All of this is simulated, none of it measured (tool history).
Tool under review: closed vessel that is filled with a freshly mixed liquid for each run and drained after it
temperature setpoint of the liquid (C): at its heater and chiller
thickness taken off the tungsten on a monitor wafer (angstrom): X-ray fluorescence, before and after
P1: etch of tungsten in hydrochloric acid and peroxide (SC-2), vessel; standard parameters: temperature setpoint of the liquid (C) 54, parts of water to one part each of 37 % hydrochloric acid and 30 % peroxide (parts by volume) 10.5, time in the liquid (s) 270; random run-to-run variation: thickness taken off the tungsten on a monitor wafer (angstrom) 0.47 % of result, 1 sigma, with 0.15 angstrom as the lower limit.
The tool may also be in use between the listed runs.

run,hour,temperature setpoint of the liquid (C),parts of water to one part each of 37 % hydrochloric acid and 30 % peroxide (parts by volume),time in the liquid (s),hours since the thermometer was replaced,hours since the chemicals flow meter was replaced,hours since the drum of peroxide was connected,thickness taken off the tungsten on a monitor wafer (angstrom)
1,3.2,54,10.5,270,408.7,1142.2,211.7,545.53
2,7,54,10.5,270,412.5,1146,215.5,551.17
3,11.4,54,10.5,515,416.9,1150.4,219.9,1047.2
4,17.5,54,10.5,30,423,1156.5,226,60.742
5,22.4,54,10.5,270,427.9,1161.4,230.9,553.08
6,26.5,39.5,10.5,270,432,1165.5,235,206.05
7,29.9,42,14,270,435.4,1168.9,238.4,190.6
8,35.7,67,10.5,415,441.2,1174.7,244.2,1921.7
9,41.2,54,17,270,446.7,1180.2,249.7,361.6
10,45.7,54,10.5,270,451.2,1184.7,254.2,548.42
11,51.6,54,4,270,457.1,1190.6,260.1,1142.3

Expected results for the next run?
12,54.8,54,10.5,270,460.3,1193.8,263.3,?

thickness taken off the tungsten on a monitor wafer (angstrom): 549.95

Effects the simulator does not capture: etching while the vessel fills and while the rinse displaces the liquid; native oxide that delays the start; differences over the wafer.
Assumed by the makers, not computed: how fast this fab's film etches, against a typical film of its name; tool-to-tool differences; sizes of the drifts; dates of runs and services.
